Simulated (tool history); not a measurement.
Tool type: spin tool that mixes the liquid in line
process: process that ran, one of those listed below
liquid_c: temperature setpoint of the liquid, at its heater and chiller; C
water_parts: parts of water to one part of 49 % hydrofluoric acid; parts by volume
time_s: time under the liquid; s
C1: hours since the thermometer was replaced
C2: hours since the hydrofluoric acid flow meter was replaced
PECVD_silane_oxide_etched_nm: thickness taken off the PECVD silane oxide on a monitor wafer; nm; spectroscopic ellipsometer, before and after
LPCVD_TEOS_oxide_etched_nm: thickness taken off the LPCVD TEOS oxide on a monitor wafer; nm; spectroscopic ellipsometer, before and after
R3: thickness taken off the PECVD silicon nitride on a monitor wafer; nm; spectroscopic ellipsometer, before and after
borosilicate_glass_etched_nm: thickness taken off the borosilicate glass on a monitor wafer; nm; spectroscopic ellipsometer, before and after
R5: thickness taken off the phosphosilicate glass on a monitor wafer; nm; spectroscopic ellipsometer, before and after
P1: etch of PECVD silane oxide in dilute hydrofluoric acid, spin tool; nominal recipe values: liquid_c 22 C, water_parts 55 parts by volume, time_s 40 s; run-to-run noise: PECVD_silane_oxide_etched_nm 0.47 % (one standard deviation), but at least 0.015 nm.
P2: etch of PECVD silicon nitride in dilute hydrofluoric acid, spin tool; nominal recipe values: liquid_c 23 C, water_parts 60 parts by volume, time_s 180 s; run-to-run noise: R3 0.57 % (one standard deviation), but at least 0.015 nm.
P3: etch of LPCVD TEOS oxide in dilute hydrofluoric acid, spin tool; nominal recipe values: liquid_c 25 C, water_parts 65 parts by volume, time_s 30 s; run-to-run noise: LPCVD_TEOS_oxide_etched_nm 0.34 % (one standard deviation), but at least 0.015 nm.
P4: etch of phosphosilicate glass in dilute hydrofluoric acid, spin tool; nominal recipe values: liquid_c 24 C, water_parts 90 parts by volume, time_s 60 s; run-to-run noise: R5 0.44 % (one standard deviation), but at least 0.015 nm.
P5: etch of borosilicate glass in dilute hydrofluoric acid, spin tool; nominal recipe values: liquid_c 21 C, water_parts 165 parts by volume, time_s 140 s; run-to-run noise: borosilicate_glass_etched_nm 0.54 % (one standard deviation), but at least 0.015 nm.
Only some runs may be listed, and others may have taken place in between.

run 1 hour=4.2 | process=P1 liquid_c=22 water_parts=55 time_s=40 | C1=1174.1 C2=1151.9 | PECVD_silane_oxide_etched_nm=20.261
run 2 hour=9.1 | process=P3 liquid_c=25 water_parts=65 time_s=30 | C1=1179 C2=1156.8 | LPCVD_TEOS_oxide_etched_nm=28.227
run 3 hour=14.8 | process=P2 liquid_c=23 water_parts=60 time_s=65 | C1=1184.7 C2=1162.5 | R3=4.2482
run 4 hour=22.6 | process=P3 liquid_c=25 water_parts=25 time_s=30 | C1=1192.5 C2=1170.3 | LPCVD_TEOS_oxide_etched_nm=76.81
run 5 hour=28.6 | process=P1 liquid_c=22 water_parts=55 time_s=40 | C1=1198.5 C2=1176.3 | PECVD_silane_oxide_etched_nm=20.482
run 6 hour=36.5 | process=P1 liquid_c=22 water_parts=55 time_s=75 | C1=1206.4 C2=1184.2 | PECVD_silane_oxide_etched_nm=38.539
run 7 hour=40.8 | process=P5 liquid_c=27.5 water_parts=165 time_s=140 | C1=1210.7 C2=1188.5 | borosilicate_glass_etched_nm=35.571
run 8 hour=44.9 | process=P4 liquid_c=24 water_parts=90 time_s=35 | C1=1214.8 C2=1192.6 | R5=29.119
run 9 hour=52 | process=P3 liquid_c=32.5 water_parts=65 time_s=30 | C1=1221.9 C2=1199.7 | LPCVD_TEOS_oxide_etched_nm=37.679
run 10 hour=56.3 | process=P1 liquid_c=25.5 water_parts=55 time_s=70 | C1=1226.2 C2=1204 | PECVD_silane_oxide_etched_nm=41.148
run 11 hour=61.3 | process=P1 liquid_c=22 water_parts=55 time_s=40 | C1=1231.2 C2=1209 | PECVD_silane_oxide_etched_nm=20.619
run 12 hour=67.3 | process=P2 liquid_c=23 water_parts=85 time_s=180 | C1=1237.2 C2=1215 | R3=8.3726
run 13 hour=74 | process=P4 liquid_c=24 water_parts=90 time_s=60 | C1=1243.9 C2=1221.7 | R5=50.116
run 14 hour=79.5 | process=P5 liquid_c=21 water_parts=165 time_s=215 | C1=1249.4 C2=1227.2 | borosilicate_glass_etched_nm=42.088
run 15 hour=84.2 | process=P1 liquid_c=22 water_parts=55 time_s=40 | C1=1254.1 C2=1231.9 | PECVD_silane_oxide_etched_nm=20.456
run 16 hour=88.9 | process=P1 liquid_c=22 water_parts=55 time_s=40 | C1=1258.8 C2=1236.6 | PECVD_silane_oxide_etched_nm=20.366
run 17 hour=96.8 | process=P2 liquid_c=31 water_parts=60 time_s=180 | C1=1266.7 C2=1244.5 | R3=20.073
run 18 hour=100.9 | process=P3 liquid_c=25 water_parts=65 time_s=30 | C1=1270.8 C2=1248.6 | LPCVD_TEOS_oxide_etched_nm=28.268
run 19 hour=104.5 | process=P1 liquid_c=22 water_parts=55 time_s=40 | C1=1274.4 C2=1252.2 | PECVD_silane_oxide_etched_nm=20.299
run 20 hour=111.8 | process=P1 liquid_c=22 water_parts=55 time_s=20 | C1=1281.7 C2=1259.5 | PECVD_silane_oxide_etched_nm=10.128
run 21 hour=117.3 | process=P4 liquid_c=32.5 water_parts=90 time_s=60 | C1=1287.2 C2=1265 | R5=69.039
run 22 hour=124 | process=P3 liquid_c=25 water_parts=65 time_s=15 | C1=1293.9 C2=1271.7 | LPCVD_TEOS_oxide_etched_nm=14.03
run 23 hour=129.8 | process=P4 liquid_c=24 water_parts=150 time_s=60 | C1=1299.7 C2=1277.5 | R5=27.74
run 24 hour=135.2 | process=P5 liquid_c=21 water_parts=165 time_s=140 | C1=1305.1 C2=1282.9 | borosilicate_glass_etched_nm=27.485
run 25 hour=140.8 | process=P2 liquid_c=23 water_parts=60 time_s=180 | C1=1310.7 C2=1288.5 | R3=11.791
run 26 hour=148.2 | process=P4 liquid_c=24 water_parts=90 time_s=60 | C1=1318.1 C2=1295.9 | R5=50.063
run 27 hour=156.5 | process=P1 liquid_c=22 water_parts=20 time_s=40 | C1=1326.4 C2=1304.2 | PECVD_silane_oxide_etched_nm=58.819
run 28 hour=160.9 | process=P1 liquid_c=17 water_parts=90 time_s=40 | C1=1330.8 C2=1308.6 | PECVD_silane_oxide_etched_nm=9.7213
run 29 hour=165 | process=P1 liquid_c=17 water_parts=55 time_s=65 | C1=1334.9 C2=1312.7 | PECVD_silane_oxide_etched_nm=27.157
-- hour=169.1 thermometer replaced
run 30 hour=173.3 | process=P1 liquid_c=28 water_parts=55 time_s=40 | C1=4.3 C2=1321 | PECVD_silane_oxide_etched_nm=26.221
run 31 hour=180.3 | process=P2 liquid_c=23 water_parts=60 time_s=180 | C1=11.3 C2=1328 | R3=11.773
run 32 hour=186 | process=P1 liquid_c=17 water_parts=55 time_s=40 | C1=17 C2=1333.7 | PECVD_silane_oxide_etched_nm=16.514
run 33 hour=190.1 | process=P5 liquid_c=21 water_parts=55 time_s=140 | C1=21.1 C2=1337.8 | borosilicate_glass_etched_nm=94.108
run 34 hour=196.4 | process=P1 liquid_c=22 water_parts=95 time_s=40 | C1=27.4 C2=1344.1 | PECVD_silane_oxide_etched_nm=11.179
run 35 hour=203 | process=P1 liquid_c=22 water_parts=55 time_s=40 | C1=34 C2=1350.7 | PECVD_silane_oxide_etched_nm=20.262
run 36 hour=208.9 | process=P1 liquid_c=22 water_parts=55 time_s=40 | C1=39.9 C2=1356.6 | PECVD_silane_oxide_etched_nm=20.726
run 37 hour=216.8 | process=P1 liquid_c=22 water_parts=55 time_s=40 | C1=47.8 C2=1364.5 | PECVD_silane_oxide_etched_nm=21.437
run 38 hour=223.3 | process=P1 liquid_c=22 water_parts=55 time_s=40 | C1=54.3 C2=1371 | PECVD_silane_oxide_etched_nm=21.377
run 39 hour=230.8 | process=P1 liquid_c=22 water_parts=55 time_s=40 | C1=61.8 C2=1378.5 | PECVD_silane_oxide_etched_nm=21.755
run 40 hour=237.6 | process=P1 liquid_c=22 water_parts=55 time_s=40 | C1=68.6 C2=1385.3 | PECVD_silane_oxide_etched_nm=21.757
run 41 hour=245.5 | process=P1 liquid_c=22 water_parts=55 time_s=40 | C1=76.5 C2=1393.2 | PECVD_silane_oxide_etched_nm=22.063
run 42 hour=252.1 | process=P1 liquid_c=22 water_parts=55 time_s=40 | C1=83.1 C2=1399.8 | PECVD_silane_oxide_etched_nm=21.785
run 43 hour=258.6 | process=P1 liquid_c=22 water_parts=55 time_s=40 | C1=89.6 C2=1406.3 | PECVD_silane_oxide_etched_nm=21.777

Run 44 comes next. What will it give?
run 44 hour=262.8 | process=P1 liquid_c=22 water_parts=55 time_s=40 | C1=93.8 C2=1410.5 | PECVD_silane_oxide_etched_nm=?

PECVD_silane_oxide_etched_nm: 21.975 nm
